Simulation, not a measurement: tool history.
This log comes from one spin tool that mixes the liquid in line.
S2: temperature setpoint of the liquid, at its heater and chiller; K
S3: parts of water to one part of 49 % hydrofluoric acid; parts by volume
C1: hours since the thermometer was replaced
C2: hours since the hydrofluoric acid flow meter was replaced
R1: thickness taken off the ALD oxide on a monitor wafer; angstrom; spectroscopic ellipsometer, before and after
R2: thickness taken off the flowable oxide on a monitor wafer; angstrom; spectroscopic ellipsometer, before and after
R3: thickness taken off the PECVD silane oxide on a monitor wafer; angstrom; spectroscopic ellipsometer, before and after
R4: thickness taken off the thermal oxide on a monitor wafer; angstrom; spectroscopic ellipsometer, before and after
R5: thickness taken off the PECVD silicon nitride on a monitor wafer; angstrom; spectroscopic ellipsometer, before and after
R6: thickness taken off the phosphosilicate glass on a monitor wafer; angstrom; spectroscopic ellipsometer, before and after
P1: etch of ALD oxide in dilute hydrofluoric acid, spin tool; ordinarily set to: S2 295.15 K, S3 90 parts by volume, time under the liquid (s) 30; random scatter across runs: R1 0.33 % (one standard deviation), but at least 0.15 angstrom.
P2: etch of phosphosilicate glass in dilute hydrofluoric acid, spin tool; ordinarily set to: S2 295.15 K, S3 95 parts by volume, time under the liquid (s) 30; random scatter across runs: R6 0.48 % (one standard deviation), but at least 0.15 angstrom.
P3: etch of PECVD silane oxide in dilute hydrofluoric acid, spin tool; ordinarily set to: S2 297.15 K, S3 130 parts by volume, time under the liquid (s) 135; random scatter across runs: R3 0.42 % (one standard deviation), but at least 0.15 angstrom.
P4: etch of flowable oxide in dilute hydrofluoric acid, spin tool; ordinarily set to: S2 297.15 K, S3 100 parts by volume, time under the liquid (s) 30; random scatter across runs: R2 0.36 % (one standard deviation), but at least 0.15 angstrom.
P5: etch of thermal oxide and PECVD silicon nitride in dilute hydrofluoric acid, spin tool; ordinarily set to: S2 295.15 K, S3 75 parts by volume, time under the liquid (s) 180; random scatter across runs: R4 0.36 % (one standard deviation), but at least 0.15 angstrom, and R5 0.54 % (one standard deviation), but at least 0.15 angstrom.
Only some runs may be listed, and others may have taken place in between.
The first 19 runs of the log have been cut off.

Run 20, hour 144.7: process that ran P2, S2 295.15 K, S3 95 parts by volume, time under the liquid (s) 30; C1 724.1; C2 1187.4. Result: R6 408.01 angstrom.
Run 21, hour 153.3: process that ran P2, S2 295.15 K, S3 95 parts by volume, time under the liquid (s) 30; C1 732.7; C2 1196. Result: R6 408.47 angstrom.
Run 22, hour 163: process that ran P3, S2 297.15 K, S3 130 parts by volume, time under the liquid (s) 135; C1 742.4; C2 1205.7. Result: R3 510.79 angstrom.
Run 23, hour 172.7: process that ran P4, S2 297.15 K, S3 100 parts by volume, time under the liquid (s) 30; C1 752.1; C2 1215.4. Result: R2 105.55 angstrom.
Run 24, hour 182.7: process that ran P5, S2 295.15 K, S3 75 parts by volume, time under the liquid (s) 180; C1 762.1; C2 1225.4. Result: R4 106.91 angstrom, R5 91.734 angstrom.
Run 25, hour 190.1: process that ran P1, S2 303.15 K, S3 90 parts by volume, time under the liquid (s) 30; C1 769.5; C2 1232.8. Result: R1 97.604 angstrom.
Run 26, hour 198: process that ran P3, S2 297.15 K, S3 130 parts by volume, time under the liquid (s) 55; C1 777.4; C2 1240.7. Result: R3 207.87 angstrom.
Run 27, hour 207.5: process that ran P1, S2 295.15 K, S3 90 parts by volume, time under the liquid (s) 15; C1 786.9; C2 1250.2. Result: R1 35.707 angstrom.
Run 28, hour 213.9: process that ran P3, S2 304.65 K, S3 130 parts by volume, time under the liquid (s) 135; C1 793.3; C2 1256.6. Result: R3 679.14 angstrom.
Run 29, hour 220.4: process that ran P1, S2 295.15 K, S3 20 parts by volume, time under the liquid (s) 30; C1 799.8; C2 1263.1. Result: R1 351.98 angstrom.
Run 30, hour 228.2: process that ran P4, S2 297.15 K, S3 185 parts by volume, time under the liquid (s) 30; C1 807.6; C2 1270.9. Result: R2 51.575 angstrom.
Run 31, hour 238.4: process that ran P1, S2 295.15 K, S3 90 parts by volume, time under the liquid (s) 30; C1 817.8; C2 1281.1. Result: R1 71.316 angstrom.
Run 32, hour 244.7: process that ran P1, S2 295.15 K, S3 90 parts by volume, time under the liquid (s) 30; C1 824.1; C2 1287.4. Result: R1 71.264 angstrom.
Run 33, hour 250.2: process that ran P1, S2 295.15 K, S3 90 parts by volume, time under the liquid (s) 30; C1 829.6; C2 1292.9. Result: R1 71.377 angstrom.
Run 34, hour 255.9: process that ran P1, S2 295.15 K, S3 90 parts by volume, time under the liquid (s) 30; C1 835.3; C2 1298.6. Result: R1 71.715 angstrom.
Run 35, hour 265.4: process that ran P5, S2 295.15 K, S3 75 parts by volume, time under the liquid (s) 75; C1 844.8; C2 1308.1. Result: R4 44.178 angstrom, R5 38.102 angstrom.
Run 36, hour 275.4: process that ran P1, S2 295.15 K, S3 90 parts by volume, time under the liquid (s) 30; C1 854.8; C2 1318.1. Result: R1 71.874 angstrom.
Run 37, hour 281: process that ran P1, S2 295.15 K, S3 90 parts by volume, time under the liquid (s) 30; C1 860.4; C2 1323.7. Result: R1 70.055 angstrom.

Estimate the outcome of run 38 from the log above:
Run 38, hour 289.7: process that ran P1, S2 295.15 K, S3 90 parts by volume, time under the liquid (s) 30; C1 869.1; C2 1332.4. Result: R1 ?.

R1: 68.694 angstrom
